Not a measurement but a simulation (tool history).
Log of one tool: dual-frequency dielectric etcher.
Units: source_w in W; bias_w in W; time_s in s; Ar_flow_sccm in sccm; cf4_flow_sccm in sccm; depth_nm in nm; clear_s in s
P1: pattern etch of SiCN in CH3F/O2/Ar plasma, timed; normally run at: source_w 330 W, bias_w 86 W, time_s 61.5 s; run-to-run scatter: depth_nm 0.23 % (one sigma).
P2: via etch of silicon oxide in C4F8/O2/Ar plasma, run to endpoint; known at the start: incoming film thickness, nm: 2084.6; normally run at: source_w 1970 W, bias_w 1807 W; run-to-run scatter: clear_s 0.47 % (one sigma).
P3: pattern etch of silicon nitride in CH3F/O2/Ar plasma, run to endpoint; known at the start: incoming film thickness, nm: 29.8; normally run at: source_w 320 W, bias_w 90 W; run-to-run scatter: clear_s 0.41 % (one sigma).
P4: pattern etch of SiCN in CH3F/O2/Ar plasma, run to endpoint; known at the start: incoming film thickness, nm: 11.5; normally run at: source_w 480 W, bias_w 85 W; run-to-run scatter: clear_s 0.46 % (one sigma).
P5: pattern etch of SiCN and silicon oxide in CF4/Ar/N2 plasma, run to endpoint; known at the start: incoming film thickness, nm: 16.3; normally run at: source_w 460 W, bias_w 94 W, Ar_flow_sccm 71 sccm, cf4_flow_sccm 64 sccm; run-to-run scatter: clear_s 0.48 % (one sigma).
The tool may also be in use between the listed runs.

run 1 hour=18.8 | process=P1 source_w=330 bias_w=86 time_s=61.5 | depth_nm=23.057
run 2 hour=28.5 | process=P1 source_w=280 bias_w=86 time_s=77.5 | depth_nm=27.472
run 3 hour=46.4 | process=P5 source_w=460 bias_w=94 Ar_flow_sccm=42 cf4_flow_sccm=64 | clear_s=15.386
run 4 hour=59.5 | process=P4 source_w=480 bias_w=85 | clear_s=26.4
run 5 hour=70.9 | process=P3 source_w=390 bias_w=90 | clear_s=38.746
run 6 hour=89.3 | process=P5 source_w=460 bias_w=94 Ar_flow_sccm=71 cf4_flow_sccm=64 | clear_s=16.298
run 7 hour=98.9 | process=P4 source_w=620 bias_w=85 | clear_s=24.089
run 8 hour=112.1 | process=P1 source_w=200 bias_w=86 time_s=61.5 | depth_nm=19.223
run 9 hour=131.2 | process=P2 source_w=1970 bias_w=1807 | clear_s=436.04
run 10 hour=141 | process=P1 source_w=330 bias_w=86 time_s=61.5 | depth_nm=23.111
run 11 hour=151.3 | process=P5 source_w=460 bias_w=134 Ar_flow_sccm=71 cf4_flow_sccm=64 | clear_s=14.384
run 12 hour=167.6 | process=P5 source_w=350 bias_w=94 Ar_flow_sccm=71 cf4_flow_sccm=64 | clear_s=20.798
run 13 hour=178 | process=P1 source_w=330 bias_w=117 time_s=61.5 | depth_nm=25.995
run 14 hour=188.5 | process=P2 source_w=2370 bias_w=1807 | clear_s=403.59
run 15 hour=204.2 | process=P3 source_w=320 bias_w=90 | clear_s=41.913
run 16 hour=217.4 | process=P3 source_w=320 bias_w=119 | clear_s=37.574
run 17 hour=227.2 | process=P1 source_w=330 bias_w=70 time_s=83.5 | depth_nm=29.164
run 18 hour=236.4 | process=P4 source_w=480 bias_w=69 | clear_s=28.637
run 19 hour=254.1 | process=P1 source_w=410 bias_w=86 time_s=61.5 | depth_nm=24.938
run 20 hour=264 | process=P1 source_w=330 bias_w=86 time_s=61.5 | depth_nm=23.134
run 21 hour=276.6 | process=P1 source_w=330 bias_w=86 time_s=61.5 | depth_nm=23.101
run 22 hour=291.1 | process=P5 source_w=460 bias_w=94 Ar_flow_sccm=71 cf4_flow_sccm=38 | clear_s=17.439
run 23 hour=303.3 | process=P1 source_w=330 bias_w=86 time_s=41.5 | depth_nm=15.61
run 24 hour=320.4 | process=P2 source_w=1970 bias_w=1066 | clear_s=498.58
run 25 hour=334 | process=P5 source_w=460 bias_w=94 Ar_flow_sccm=71 cf4_flow_sccm=64 | clear_s=16.333
run 26 hour=344.5 | process=P1 source_w=330 bias_w=86 time_s=84 | depth_nm=31.585
run 27 hour=360.3 | process=P1 source_w=330 bias_w=55 time_s=61.5 | depth_nm=19.755
run 28 hour=373.9 | process=P1 source_w=330 bias_w=86 time_s=61.5 | depth_nm=23.243
run 29 hour=382.6 | process=P1 source_w=330 bias_w=86 time_s=61.5 | depth_nm=23.234
run 30 hour=400.8 | process=P1 source_w=330 bias_w=86 time_s=61.5 | depth_nm=23.363
run 31 hour=410.6 | process=P1 source_w=330 bias_w=86 time_s=61.5 | depth_nm=23.371

Forecast run 32:
run 32 hour=421.2 | process=P1 source_w=330 bias_w=86 time_s=61.5 | depth_nm=?

{"run 32": {"depth_nm": 23.386}}

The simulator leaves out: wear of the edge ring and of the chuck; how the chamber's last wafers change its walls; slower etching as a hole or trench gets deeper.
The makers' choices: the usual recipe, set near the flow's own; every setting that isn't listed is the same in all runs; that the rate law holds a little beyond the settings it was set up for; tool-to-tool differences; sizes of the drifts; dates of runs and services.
